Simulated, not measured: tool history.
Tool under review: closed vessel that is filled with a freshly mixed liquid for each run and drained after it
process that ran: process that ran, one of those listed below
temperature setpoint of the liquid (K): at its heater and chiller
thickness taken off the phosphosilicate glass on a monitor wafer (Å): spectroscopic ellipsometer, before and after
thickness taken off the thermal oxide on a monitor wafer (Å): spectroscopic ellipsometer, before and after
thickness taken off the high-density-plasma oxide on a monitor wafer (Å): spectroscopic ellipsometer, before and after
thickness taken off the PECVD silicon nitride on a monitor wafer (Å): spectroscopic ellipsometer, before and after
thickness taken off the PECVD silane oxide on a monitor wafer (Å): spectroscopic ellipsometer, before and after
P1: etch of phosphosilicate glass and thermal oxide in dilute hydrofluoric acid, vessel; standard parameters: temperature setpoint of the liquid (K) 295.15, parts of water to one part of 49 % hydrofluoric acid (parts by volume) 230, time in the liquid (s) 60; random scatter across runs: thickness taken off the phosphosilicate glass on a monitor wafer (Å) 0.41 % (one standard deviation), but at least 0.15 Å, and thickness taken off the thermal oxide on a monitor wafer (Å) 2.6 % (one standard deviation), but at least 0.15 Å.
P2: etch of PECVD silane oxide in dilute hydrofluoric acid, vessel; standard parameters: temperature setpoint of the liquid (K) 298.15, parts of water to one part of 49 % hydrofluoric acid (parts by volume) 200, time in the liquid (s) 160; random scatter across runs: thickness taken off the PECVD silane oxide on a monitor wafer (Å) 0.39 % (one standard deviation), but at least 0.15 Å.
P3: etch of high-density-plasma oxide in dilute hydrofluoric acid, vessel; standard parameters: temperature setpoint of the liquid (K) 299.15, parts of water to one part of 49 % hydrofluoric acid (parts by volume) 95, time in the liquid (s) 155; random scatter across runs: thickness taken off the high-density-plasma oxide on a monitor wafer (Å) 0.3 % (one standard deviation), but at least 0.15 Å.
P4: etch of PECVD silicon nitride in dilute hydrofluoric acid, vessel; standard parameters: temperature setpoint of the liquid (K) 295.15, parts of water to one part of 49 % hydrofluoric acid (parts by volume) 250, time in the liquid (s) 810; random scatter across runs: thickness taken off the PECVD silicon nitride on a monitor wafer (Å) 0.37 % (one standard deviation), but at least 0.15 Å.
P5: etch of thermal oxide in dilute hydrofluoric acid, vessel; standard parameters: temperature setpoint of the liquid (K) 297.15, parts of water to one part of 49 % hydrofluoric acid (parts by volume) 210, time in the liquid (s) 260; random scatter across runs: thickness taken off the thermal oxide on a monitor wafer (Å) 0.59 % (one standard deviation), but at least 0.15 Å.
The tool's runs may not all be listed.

run,day,process that ran,temperature setpoint of the liquid (K),parts of water to one part of 49 % hydrofluoric acid (parts by volume),time in the liquid (s),hours since the thermometer was replaced,hours since the hydrofluoric acid flow meter was replaced,thickness taken off the phosphosilicate glass on a monitor wafer (Å),thickness taken off the thermal oxide on a monitor wafer (Å),thickness taken off the high-density-plasma oxide on a monitor wafer (Å),thickness taken off the PECVD silicon nitride on a monitor wafer (Å),thickness taken off the PECVD silane oxide on a monitor wafer (Å)
1,0.621,P1,295.15,230,60,603.6,652.1,193.83,10.301,,,
2,1.017,P5,297.15,210,260,613.1,661.6,,52.178,,,
3,1.483,P1,295.15,230,60,624.3,672.8,193.52,9.9739,,,
4,1.917,P5,290.15,210,260,634.7,683.2,,40.167,,,
# day 2.304: thermometer replaced
5,2.658,P1,295.15,230,60,8.6,701,193.7,10.071,,,
6,3.033,P1,295.15,230,60,17.6,710,193.71,9.7165,,,
7,3.746,P3,299.15,95,155,34.7,727.1,,,140.55,,
8,4.429,P3,299.15,175,155,51.1,743.5,,,68.796,,
9,4.971,P1,295.15,230,30,64.1,756.5,96.792,4.9909,,,
10,5.442,P3,303.65,95,155,75.4,767.8,,,166.06,,
11,6.038,P4,300.65,250,810,89.7,782.1,,,,143.65,
12,6.646,P4,295.15,250,1350,104.3,796.7,,,,170.93,
13,7.079,P5,297.15,210,30,114.7,807.1,,5.922,,,
14,7.629,P2,298.15,200,275,127.9,820.3,,,,,365.88
15,8.012,P1,295.15,75,60,137.1,829.5,696.11,36.251,,,
16,8.521,P1,295.15,415,60,149.3,841.7,89.96,4.7796,,,
17,9.221,P1,295.15,230,60,166.1,858.5,192.8,10.276,,,
18,9.625,P2,292.65,200,160,175.8,868.2,,,,,171.4
19,10.342,P1,303.15,230,60,193,885.4,255.18,13.852,,,
20,10.938,P3,299.15,95,280,207.3,899.7,,,253.05,,
21,11.467,P4,295.15,250,810,220,912.4,,,,102.62,
22,12.208,P1,295.15,230,60,237.8,930.2,192.05,10.018,,,
23,12.775,P2,298.15,200,160,251.4,943.8,,,,,210.36
24,13.112,P1,290.15,230,60,259.5,951.9,159.64,8.3756,,,
25,13.792,P1,295.15,230,60,275.8,968.2,193.88,9.9065,,,
26,14.138,P2,298.15,80,160,284.1,976.5,,,,,609.42
27,14.554,P5,297.15,365,260,294.1,986.5,,25.807,,,
28,15.117,P1,295.15,230,105,307.6,1000,341.76,18.386,,,
29,15.442,P1,295.15,315,100,315.4,1007.8,217.26,11.062,,,
30,15.958,P2,298.15,200,160,327.8,1020.2,,,,,212.3
31,16.408,P3,299.15,95,155,338.6,1031,,,139.93,,
32,16.817,P4,295.15,60,810,348.4,1040.8,,,,417.3,
33,17.488,P1,295.15,230,60,364.5,1056.9,194.01,9.7693,,,
34,18.158,P1,295.15,230,60,380.6,1073,201.34,10.1,,,
35,18.571,P1,295.15,230,60,390.5,1082.9,203.24,10.324,,,
36,19.054,P1,295.15,230,60,402.1,1094.5,205.75,9.8629,,,
37,19.438,P1,295.15,230,60,411.3,1103.7,205.49,10.587,,,
38,19.983,P1,295.15,230,60,424.4,1116.8,208.3,11.03,,,
39,20.396,P1,295.15,230,60,434.3,1126.7,208.2,10.089,,,
40,20.721,P1,295.15,230,60,442.1,1134.5,209.84,10.443,,,
41,21.421,P1,295.15,230,60,458.9,1151.3,209.32,10.705,,,
42,21.85,P1,295.15,230,60,469.2,1161.6,209.55,10.7,,,

P1 no longer gives what it gave before; its output has crept away from where it was. The following 2 causes, each at its listed size, fit the log equally well:
A: hydrofluoric acid flow above the setpoint (%) = 6.7
B: liquid hotter than its thermometer reads (K) = 2.17
Onset of the creep was near day 17.488.

4 check runs are offered, one wafer each, their results left as question marks. Which one tells the causes apart?
check 1,22.279,P2,298.15,200,275,,,,,,,?
check 2,22.279,P3,299.15,170,220,,,,,?,,
check 3,22.279,P4,295.15,250,1210,,,,,,?,
check 4,22.279,P5,297.15,320,120,,,,?,,,

Expected result of each check under each candidate cause:
check,result,if A,if B
check 1,thickness taken off the PECVD silane oxide on a monitor wafer (Å),392.89,392.74
check 2,thickness taken off the high-density-plasma oxide on a monitor wafer (Å),109.32,109.52
check 3,thickness taken off the PECVD silicon nitride on a monitor wafer (Å),163.47,175.74
check 4,thickness taken off the thermal oxide on a monitor wafer (Å),15.458,15.292
Per check, the gap between the least separated pair of causes, taken in the result that splits them most: check 1 0.04 %; check 2 0.18 %; check 3 7.24 %; check 4 1.07 %
Check 3 tells the causes apart: in the others they would give nearly the same result.

With check 3 done, the readings were: thickness taken off the PECVD silicon nitride on a monitor wafer (Å) 175.46. Identify which of the listed causes applies.

The cause is B: liquid hotter than its thermometer reads (K).
